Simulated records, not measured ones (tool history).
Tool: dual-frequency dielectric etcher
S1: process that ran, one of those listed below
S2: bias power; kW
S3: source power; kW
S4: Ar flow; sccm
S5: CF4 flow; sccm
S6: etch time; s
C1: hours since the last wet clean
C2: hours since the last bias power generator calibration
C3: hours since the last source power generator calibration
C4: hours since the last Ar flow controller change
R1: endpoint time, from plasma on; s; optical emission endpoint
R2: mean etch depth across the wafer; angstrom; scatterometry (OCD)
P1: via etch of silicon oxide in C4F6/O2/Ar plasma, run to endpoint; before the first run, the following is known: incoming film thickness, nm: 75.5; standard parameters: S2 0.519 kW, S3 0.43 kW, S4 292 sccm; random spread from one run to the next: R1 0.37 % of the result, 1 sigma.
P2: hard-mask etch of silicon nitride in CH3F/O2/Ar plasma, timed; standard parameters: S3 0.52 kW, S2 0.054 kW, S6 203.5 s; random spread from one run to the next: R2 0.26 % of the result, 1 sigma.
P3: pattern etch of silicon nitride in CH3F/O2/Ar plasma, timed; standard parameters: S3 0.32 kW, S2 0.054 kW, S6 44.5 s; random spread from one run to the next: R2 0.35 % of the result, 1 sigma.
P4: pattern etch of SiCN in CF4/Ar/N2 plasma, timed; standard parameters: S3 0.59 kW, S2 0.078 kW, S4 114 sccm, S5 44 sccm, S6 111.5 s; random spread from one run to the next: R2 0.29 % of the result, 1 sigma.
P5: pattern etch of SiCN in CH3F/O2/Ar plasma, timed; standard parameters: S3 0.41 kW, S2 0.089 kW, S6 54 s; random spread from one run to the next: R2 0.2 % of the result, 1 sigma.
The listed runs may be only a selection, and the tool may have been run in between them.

{"run": 1, "hour": 13.1, "S1": "P1", "S2": 0.519, "S3": 0.43, "S4": 292, "C1": 292.7, "C2": 1950.7, "C3": 2091.5, "C4": 2922.1, "R1": 15.865}
{"run": 2, "hour": 27.9, "S1": "P4", "S2": 0.078, "S3": 0.59, "S4": 114, "S5": 44, "S6": 111.5, "C1": 307.5, "C2": 1965.5, "C3": 2106.3, "C4": 2936.9, "R2": 1150.9}
{"run": 3, "hour": 38.5, "S1": "P2", "S2": 0.054, "S3": 0.52, "S6": 203.5, "C1": 318.1, "C2": 1976.1, "C3": 2116.9, "C4": 2947.5, "R2": 1449}
{"run": 4, "hour": 49.5, "S1": "P4", "S2": 0.078, "S3": 0.59, "S4": 114, "S5": 34, "S6": 111.5, "C1": 329.1, "C2": 1987.1, "C3": 2127.9, "C4": 2958.5, "R2": 1108.8}
{"run": 5, "hour": 56.6, "S1": "P3", "S2": 0.075, "S3": 0.32, "S6": 44.5, "C1": 336.2, "C2": 1994.2, "C3": 2135, "C4": 2965.6, "R2": 280.29}
{"run": 6, "hour": 68.5, "S1": "P4", "S2": 0.107, "S3": 0.59, "S4": 114, "S5": 44, "S6": 111.5, "C1": 348.1, "C2": 2006.1, "C3": 2146.9, "C4": 2977.5, "R2": 1302.4}
{"run": 7, "hour": 80.9, "S1": "P1", "S2": 0.368, "S3": 0.43, "S4": 292, "C1": 360.5, "C2": 2018.5, "C3": 2159.3, "C4": 2989.9, "R1": 18.083}
{"run": 8, "hour": 89.5, "S1": "P1", "S2": 0.519, "S3": 0.43, "S4": 292, "C1": 369.1, "C2": 2027.1, "C3": 2167.9, "C4": 2998.5, "R1": 15.803}
{"run": 9, "hour": 101.8, "S1": "P1", "S2": 0.651, "S3": 0.43, "S4": 292, "C1": 381.4, "C2": 2039.4, "C3": 2180.2, "C4": 3010.8, "R1": 14.547}
{"run": 10, "hour": 109.0, "S1": "P1", "S2": 0.519, "S3": 0.56, "S4": 292, "C1": 388.6, "C2": 2046.6, "C3": 2187.4, "C4": 3018, "R1": 14.406}
{"run": 11, "hour": 119.7, "S1": "P3", "S2": 0.054, "S3": 0.43, "S6": 44.5, "C1": 399.3, "C2": 2057.3, "C3": 2198.1, "C4": 3028.7, "R2": 281.25}
{"run": 12, "hour": 132.2, "S1": "P1", "S2": 0.519, "S3": 0.43, "S4": 292, "C1": 411.8, "C2": 2069.8, "C3": 2210.6, "C4": 3041.2, "R1": 15.837}
{"run": 13, "hour": 145.4, "S1": "P4", "S2": 0.078, "S3": 0.59, "S4": 114, "S5": 44, "S6": 73.5, "C1": 425, "C2": 2083, "C3": 2223.8, "C4": 3054.4, "R2": 762.15}
{"run": 14, "hour": 156.1, "S1": "P1", "S2": 0.519, "S3": 0.43, "S4": 292, "C1": 435.7, "C2": 2093.7, "C3": 2234.5, "C4": 3065.1, "R1": 15.911}
{"run": 15, "hour": 165.0, "S1": "P3", "S2": 0.054, "S3": 0.32, "S6": 44.5, "C1": 444.6, "C2": 2102.6, "C3": 2243.4, "C4": 3074, "R2": 248.81}
{"run": 16, "hour": 173.3, "S1": "P3", "S2": 0.054, "S3": 0.32, "S6": 34.5, "C1": 452.9, "C2": 2110.9, "C3": 2251.7, "C4": 3082.3, "R2": 194.74}
{"run": 17, "hour": 180.1, "S1": "P3", "S2": 0.054, "S3": 0.32, "S6": 44.5, "C1": 459.7, "C2": 2117.7, "C3": 2258.5, "C4": 3089.1, "R2": 250.37}
{"run": 18, "hour": 192.0, "S1": "P1", "S2": 0.399, "S3": 0.54, "S4": 292, "C1": 471.6, "C2": 2129.6, "C3": 2270.4, "C4": 3101, "R1": 16.075}
{"run": 19, "hour": 204.8, "S1": "P1", "S2": 0.519, "S3": 0.43, "S4": 170, "C1": 484.4, "C2": 2142.4, "C3": 2283.2, "C4": 3113.8, "R1": 14.983}
{"run": 20, "hour": 213.5, "S1": "P1", "S2": 0.519, "S3": 0.43, "S4": 292, "C1": 493.1, "C2": 2151.1, "C3": 2291.9, "C4": 3122.5, "R1": 15.858}
{"run": 21, "hour": 224.0, "S1": "P1", "S2": 0.519, "S3": 0.43, "S4": 292, "C1": 503.6, "C2": 2161.6, "C3": 2302.4, "C4": 3133, "R1": 15.893}
{"run": 22, "hour": 234.2, "S1": "P2", "S2": 0.054, "S3": 0.7, "S6": 203.5, "C1": 513.8, "C2": 2171.8, "C3": 2312.6, "C4": 3143.2, "R2": 1625.1}
{"run": 23, "hour": 240.9, "S1": "P5", "S2": 0.055, "S3": 0.41, "S6": 54, "C1": 520.5, "C2": 2178.5, "C3": 2319.3, "C4": 3149.9, "R2": 179.85}
{"run": 24, "hour": 252.8, "S1": "P5", "S2": 0.089, "S3": 0.41, "S6": 54, "C1": 532.4, "C2": 2190.4, "C3": 2331.2, "C4": 3161.8, "R2": 212.54}
{"run": 25, "hour": 267.6, "S1": "P5", "S2": 0.089, "S3": 0.5, "S6": 54, "C1": 547.2, "C2": 2205.2, "C3": 2346, "C4": 3176.6, "R2": 228.46}
{"run": 26, "hour": 276.1, "S1": "P1", "S2": 0.519, "S3": 0.3, "S4": 292, "C1": 555.7, "C2": 2213.7, "C3": 2354.5, "C4": 3185.1, "R1": 18.201}
{"run": 27, "hour": 289.6, "S1": "P1", "S2": 0.519, "S3": 0.43, "S4": 386, "C1": 569.2, "C2": 2227.2, "C3": 2368, "C4": 3198.6, "R1": 16.389}
{"run": 28, "hour": 297.5, "S1": "P2", "S2": 0.054, "S3": 0.52, "S6": 129, "C1": 577.1, "C2": 2235.1, "C3": 2375.9, "C4": 3206.5, "R2": 918.12}
{"run": 29, "hour": 311.2, "S1": "P5", "S2": 0.089, "S3": 0.41, "S6": 71, "C1": 590.8, "C2": 2248.8, "C3": 2389.6, "C4": 3220.2, "R2": 279.29}
{"run": 30, "hour": 323.4, "S1": "P4", "S2": 0.078, "S3": 0.77, "S4": 114, "S5": 44, "S6": 111.5, "C1": 603, "C2": 2261, "C3": 2401.8, "C4": 3232.4, "R2": 1452.6}
{"run": 31, "hour": 338.3, "S1": "P2", "S2": 0.066, "S3": 0.52, "S6": 203.5, "C1": 617.9, "C2": 2275.9, "C3": 2416.7, "C4": 3247.3, "R2": 1542.9}
{"run": 32, "hour": 346.3, "S1": "P1", "S2": 0.519, "S3": 0.43, "S4": 292, "C1": 625.9, "C2": 2283.9, "C3": 2424.7, "C4": 3255.3, "R1": 15.838}
{"run": 33, "hour": 360.4, "S1": "P4", "S2": 0.078, "S3": 0.59, "S4": 70, "S5": 44, "S6": 111.5, "C1": 640, "C2": 2298, "C3": 2438.8, "C4": 3269.4, "R2": 1244}
{"run": 34, "hour": 367.3, "S1": "P1", "S2": 0.519, "S3": 0.43, "S4": 292, "C1": 646.9, "C2": 2304.9, "C3": 2445.7, "C4": 3276.3, "R1": 15.919}
{"run": 35, "hour": 377.5, "S1": "P1", "S2": 0.519, "S3": 0.43, "S4": 292, "C1": 657.1, "C2": 2315.1, "C3": 2455.9, "C4": 3286.5, "R1": 15.926}
{"run": 36, "hour": 387.1, "S1": "P1", "S2": 0.519, "S3": 0.43, "S4": 292, "C1": 666.7, "C2": 2324.7, "C3": 2465.5, "C4": 3296.1, "R1": 15.951}
{"run": 37, "hour": 400.4, "S1": "P1", "S2": 0.519, "S3": 0.43, "S4": 292, "C1": 680, "C2": 2338, "C3": 2478.8, "C4": 3309.4, "R1": 16.006}
{"hour": 406.6, "done": "wet clean of the chamber"}
{"run": 38, "hour": 411.9, "S1": "P1", "S2": 0.519, "S3": 0.43, "S4": 292, "C1": 5.3, "C2": 2349.5, "C3": 2490.3, "C4": 3320.9, "R1": 16.242}
{"run": 39, "hour": 420.8, "S1": "P1", "S2": 0.519, "S3": 0.43, "S4": 292, "C1": 14.2, "C2": 2358.4, "C3": 2499.2, "C4": 3329.8, "R1": 16.088}
{"run": 40, "hour": 436.5, "S1": "P1", "S2": 0.519, "S3": 0.43, "S4": 292, "C1": 29.9, "C2": 2374.1, "C3": 2514.9, "C4": 3345.5, "R1": 16.112}
{"run": 41, "hour": 447.2, "S1": "P1", "S2": 0.519, "S3": 0.43, "S4": 292, "C1": 40.6, "C2": 2384.8, "C3": 2525.6, "C4": 3356.2, "R1": 16.134}
{"run": 42, "hour": 457.9, "S1": "P1", "S2": 0.519, "S3": 0.43, "S4": 292, "C1": 51.3, "C2": 2395.5, "C3": 2536.3, "C4": 3366.9, "R1": 16.071}
{"run": 43, "hour": 465.4, "S1": "P1", "S2": 0.519, "S3": 0.43, "S4": 292, "C1": 58.8, "C2": 2403, "C3": 2543.8, "C4": 3374.4, "R1": 16.263}
{"run": 44, "hour": 478.4, "S1": "P1", "S2": 0.519, "S3": 0.43, "S4": 292, "C1": 71.8, "C2": 2416, "C3": 2556.8, "C4": 3387.4, "R1": 16.145}

What P1 gives has crept off from where it sat before. The 2 causes that follow fit the log equally well, each at the size noted:
A: bias power that arrives under what is set, % = 4.84
B: source power that arrives under what is set, % = 4.9
Onset of the creep was near hour 367.3.
What rules out each remaining cause:
chamber walls in a state that lowers the etch rate, %: maintenance at hour 406.6, after the shift began, did not return the process to its former output
Ar flow that arrives over what is set, %: limited to 8, which would change R1 by +0.9 %, either short of the creep or opposite in sign

Listed below are the offered check runs, one wafer per run, with question marks in place of results. For which of them would the causes give clearly different outcomes?
{"run": "check 1", "hour": 491.4, "S1": "P3", "S2": 0.075, "S3": 0.42, "S6": 44.5, "R2": "?"}
{"run": "check 2", "hour": 491.4, "S1": "P2", "S2": 0.054, "S3": 0.66, "S6": 203.5, "R2": "?"}
{"run": "check 3", "hour": 491.4, "S1": "P5", "S2": 0.089, "S3": 0.47, "S6": 67.5, "R2": "?"}
{"run": "check 4", "hour": 491.4, "S1": "P4", "S2": 0.078, "S3": 0.59, "S4": 114, "S5": 35, "S6": 75.5, "R2": "?"}

Outcome of each check run for each possible cause:
check=check_1 result=R2 if_A=305.85 if_B=305.24
check=check_2 result=R2 if_A=1562.5 if_B=1555.2
check=check_3 result=R2 if_A=274.09 if_B=273.9
check=check_4 result=R2 if_A=736.6 if_B=719.33
Per-check spread between the two closest causes, in the result where they differ most: check 1 0.2 %; check 2 0.47 %; check 3 0.07 %; check 4 2.37 %
Only check 4 tells the causes apart: in the others they would give nearly the same result.

After running check 4, the following was obtained: R2 736.92 angstrom. Which cause does this point to?

Of the candidate causes, it is A: bias power that arrives under what is set, %.
